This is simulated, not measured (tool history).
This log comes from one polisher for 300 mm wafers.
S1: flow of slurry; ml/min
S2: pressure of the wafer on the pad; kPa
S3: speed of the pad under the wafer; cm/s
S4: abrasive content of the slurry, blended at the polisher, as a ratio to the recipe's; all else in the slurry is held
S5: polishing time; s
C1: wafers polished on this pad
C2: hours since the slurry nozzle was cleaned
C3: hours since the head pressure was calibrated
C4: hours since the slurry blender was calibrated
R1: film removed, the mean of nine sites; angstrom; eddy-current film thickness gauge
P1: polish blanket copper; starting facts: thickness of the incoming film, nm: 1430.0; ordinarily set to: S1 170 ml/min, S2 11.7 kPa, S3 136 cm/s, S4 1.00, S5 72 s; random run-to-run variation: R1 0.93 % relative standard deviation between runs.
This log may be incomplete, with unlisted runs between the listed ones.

run,day,S1,S2,S3,S4,S5,C1,C2,C3,C4,R1
1,0.192,170,11.7,136,1.00,72,444,160.0,525.8,118.3,1898.20
2,0.417,170,11.7,136,1.00,72,498,165.4,531.2,123.7,1876.90
3,0.608,215,11.7,136,1.00,72,544,170.0,535.8,128.3,1930.80
# day 0.838: head pressure recalibrated
4,0.854,170,11.7,210,1.35,72,604,175.9,0.5,134.2,3115.00
5,1.029,170,11.7,136,1.45,72,646,180.1,4.7,138.4,2092.90
6,1.246,170,11.7,136,1.00,72,698,185.3,9.9,143.6,1856.30
7,1.492,170,11.7,136,1.00,72,758,191.2,15.8,149.5,1904.00
8,1.721,170,11.7,62,1.00,72,813,196.7,21.3,155.0,871.82
9,1.842,170,17.9,136,1.00,72,842,199.6,24.2,157.9,2899.70
10,1.954,170,11.7,136,1.00,72,869,202.3,26.9,160.6,1897.10
11,2.117,170,11.7,136,1.00,72,908,206.2,30.8,164.5,1892.30
12,2.317,170,11.7,136,1.00,93,957,211.0,35.6,169.3,2452.30
13,2.429,170,11.7,136,1.00,34,984,213.7,38.3,172.0,905.72
14,2.642,170,11.7,176,1.00,72,1035,218.8,43.4,177.1,2495.60
15,2.854,170,11.7,136,1.00,72,1086,223.9,48.5,182.2,1884.70
16,3.083,170,6.2,136,1.00,72,1142,229.4,54.0,187.7,993.87

Predict the results of run 17:
17,3.333,100,11.7,136,1.00,72,1202,235.4,60.0,193.7,?

{"run 17": {"R1": 1691.2}}
